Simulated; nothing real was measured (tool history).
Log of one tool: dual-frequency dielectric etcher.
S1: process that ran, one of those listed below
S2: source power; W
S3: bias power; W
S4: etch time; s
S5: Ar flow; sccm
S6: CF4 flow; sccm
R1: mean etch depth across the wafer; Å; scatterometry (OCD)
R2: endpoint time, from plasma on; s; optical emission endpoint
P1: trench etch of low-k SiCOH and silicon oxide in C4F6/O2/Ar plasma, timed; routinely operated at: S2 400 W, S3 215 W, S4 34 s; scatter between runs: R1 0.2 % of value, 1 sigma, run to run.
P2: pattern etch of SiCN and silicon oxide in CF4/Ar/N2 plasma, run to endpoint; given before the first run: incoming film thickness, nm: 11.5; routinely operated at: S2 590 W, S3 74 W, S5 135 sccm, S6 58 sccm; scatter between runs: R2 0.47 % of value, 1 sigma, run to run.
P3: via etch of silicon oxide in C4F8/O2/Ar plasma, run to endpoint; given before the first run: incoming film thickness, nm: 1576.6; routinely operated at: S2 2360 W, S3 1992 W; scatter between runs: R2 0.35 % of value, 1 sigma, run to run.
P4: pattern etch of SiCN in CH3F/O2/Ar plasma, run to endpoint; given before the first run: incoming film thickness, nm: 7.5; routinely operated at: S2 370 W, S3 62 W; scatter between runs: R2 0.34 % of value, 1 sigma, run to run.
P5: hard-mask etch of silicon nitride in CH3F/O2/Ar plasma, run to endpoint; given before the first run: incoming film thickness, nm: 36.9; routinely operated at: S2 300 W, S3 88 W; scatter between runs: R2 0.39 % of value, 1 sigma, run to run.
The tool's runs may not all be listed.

Run 1, hour 10.3: S1 P1, S2 400 W, S3 215 W, S4 34 s. Result: R1 1133.3 Å.
Run 2, hour 19.7: S1 P5, S2 300 W, S3 125 W. Result: R2 48.794 s.
Run 3, hour 30.5: S1 P3, S2 2360 W, S3 1341 W. Result: R2 326.65 s.
Run 4, hour 36.4: S1 P4, S2 370 W, S3 62 W. Result: R2 22.311 s.
Run 5, hour 41.1: S1 P2, S2 590 W, S3 74 W, S5 135 sccm, S6 58 sccm. Result: R2 10.988 s.
Run 6, hour 50.4: S1 P1, S2 250 W, S3 215 W, S4 34 s. Result: R1 945.92 Å.
Run 7, hour 56.8: S1 P4, S2 370 W, S3 62 W. Result: R2 22.248 s.
Run 8, hour 64.6: S1 P3, S2 1810 W, S3 1992 W. Result: R2 325.17 s.
Run 9, hour 69.6: S1 P4, S2 370 W, S3 46 W. Result: R2 24.679 s.
Run 10, hour 78.8: S1 P1, S2 400 W, S3 304 W, S4 34 s. Result: R1 1275.7 Å.
Run 11, hour 88.8: S1 P1, S2 540 W, S3 215 W, S4 49.5 s. Result: R1 1854.1 Å.
At hour 94.6: source power generator calibrated.
Run 12, hour 96.6: S1 P4, S2 470 W, S3 62 W. Result: R2 20.363 s.
Run 13, hour 102.1: S1 P2, S2 590 W, S3 56 W, S5 135 sccm, S6 58 sccm. Result: R2 12.154 s.
Run 14, hour 107.7: S1 P5, S2 300 W, S3 88 W. Result: R2 55.623 s.
Run 15, hour 116.7: S1 P1, S2 400 W, S3 215 W, S4 34 s. Result: R1 1132.5 Å.
Run 16, hour 126.2: S1 P1, S2 540 W, S3 215 W, S4 34 s. Result: R1 1275.6 Å.
Run 17, hour 136: S1 P1, S2 400 W, S3 215 W, S4 18.5 s. Result: R1 616.38 Å.
Run 18, hour 145.9: S1 P1, S2 400 W, S3 215 W, S4 34 s. Result: R1 1133 Å.
Run 19, hour 151.2: S1 P2, S2 820 W, S3 74 W, S5 135 sccm, S6 58 sccm. Result: R2 8.3636 s.
Run 20, hour 156.2: S1 P1, S2 400 W, S3 147 W, S4 34 s. Result: R1 1003.4 Å.
Run 21, hour 164.5: S1 P1, S2 320 W, S3 301 W, S4 34 s. Result: R1 1166.8 Å.
Run 22, hour 170.9: S1 P2, S2 590 W, S3 74 W, S5 135 sccm, S6 37 sccm. Result: R2 11.841 s.
Run 23, hour 176.9: S1 P1, S2 400 W, S3 215 W, S4 34 s. Result: R1 1134.6 Å.
Run 24, hour 184.8: S1 P5, S2 410 W, S3 88 W. Result: R2 49.749 s.
Run 25, hour 191.8: S1 P2, S2 590 W, S3 74 W, S5 135 sccm, S6 58 sccm. Result: R2 11.174 s.
Run 26, hour 201.4: S1 P1, S2 400 W, S3 215 W, S4 34 s. Result: R1 1133.7 Å.
Run 27, hour 208.3: S1 P1, S2 400 W, S3 215 W, S4 34 s. Result: R1 1130.6 Å.
Run 28, hour 217.7: S1 P5, S2 300 W, S3 88 W. Result: R2 55.641 s.
Run 29, hour 226.1: S1 P1, S2 400 W, S3 215 W, S4 50.5 s. Result: R1 1680.8 Å.
Run 30, hour 233.6: S1 P2, S2 590 W, S3 74 W, S5 187 sccm, S6 58 sccm. Result: R2 11.855 s.
Run 31, hour 244.3: S1 P3, S2 2360 W, S3 1992 W. Result: R2 291.41 s.
Run 32, hour 254.9: S1 P1, S2 400 W, S3 215 W, S4 34 s. Result: R1 1132.8 Å.
Run 33, hour 264.7: S1 P1, S2 400 W, S3 215 W, S4 34 s. Result: R1 1122.6 Å.
Run 34, hour 274.7: S1 P1, S2 400 W, S3 215 W, S4 34 s. Result: R1 1119 Å.
Run 35, hour 279.9: S1 P1, S2 400 W, S3 215 W, S4 34 s. Result: R1 1116.6 Å.
Run 36, hour 288.9: S1 P1, S2 400 W, S3 215 W, S4 34 s. Result: R1 1118.8 Å.
At hour 294: wet clean of the chamber.
Run 37, hour 296.1: S1 P1, S2 400 W, S3 215 W, S4 34 s. Result: R1 1119.6 Å.
Run 38, hour 305.4: S1 P1, S2 400 W, S3 215 W, S4 34 s. Result: R1 1112.4 Å.
Run 39, hour 312.5: S1 P1, S2 400 W, S3 215 W, S4 34 s. Result: R1 1115.9 Å.

The output of P1 has drifted from where it used to be. Each of the 2 causes below, taken at the size shown beside it, accounts for the log equally well:
A: bias power that arrives under what is set, % = 4.89
B: source power that arrives under what is set, % = 4.15
The creep began at about hour 254.9.
What rules out each remaining cause:
chamber walls in a state that lowers the etch rate, %: serviced after onset, at hour 294, with no recovery of the prior output

4 check runs are offered, each on 3 wafers whose results are averaged, their results left as question marks. Which one tells the causes apart?
Run check 1, hour 319.6: S1 P5, S2 410 W, S3 88 W. Result: R2 ?.
Run check 2, hour 319.6: S1 P2, S2 590 W, S3 58 W, S5 135 sccm, S6 58 sccm. Result: R2 ?.
Run check 3, hour 319.6: S1 P3, S2 2360 W, S3 1351 W. Result: R2 ?.
Run check 4, hour 319.6: S1 P4, S2 370 W, S3 52 W. Result: R2 ?.

What each check would give under each cause:
  check  result    if A    if B
check 1      R2  50.395  50.297
check 2      R2  12.296  12.548
check 3      R2   328.6  330.11
check 4      R2  24.065  24.061
Gap, in per cent, between the two causes that each check separates least, read from the result that separates them most: check 1 0.19 %; check 2 2.03 %; check 3 0.46 %; check 4 0.02 %
Check 2 is the one run that separates the causes; every other check would come out nearly the same whichever cause is at work.

Running check 2 produced the following: R2 12.521 s. Which one of the listed causes fits?

B is the cause: source power that arrives under what is set, %.

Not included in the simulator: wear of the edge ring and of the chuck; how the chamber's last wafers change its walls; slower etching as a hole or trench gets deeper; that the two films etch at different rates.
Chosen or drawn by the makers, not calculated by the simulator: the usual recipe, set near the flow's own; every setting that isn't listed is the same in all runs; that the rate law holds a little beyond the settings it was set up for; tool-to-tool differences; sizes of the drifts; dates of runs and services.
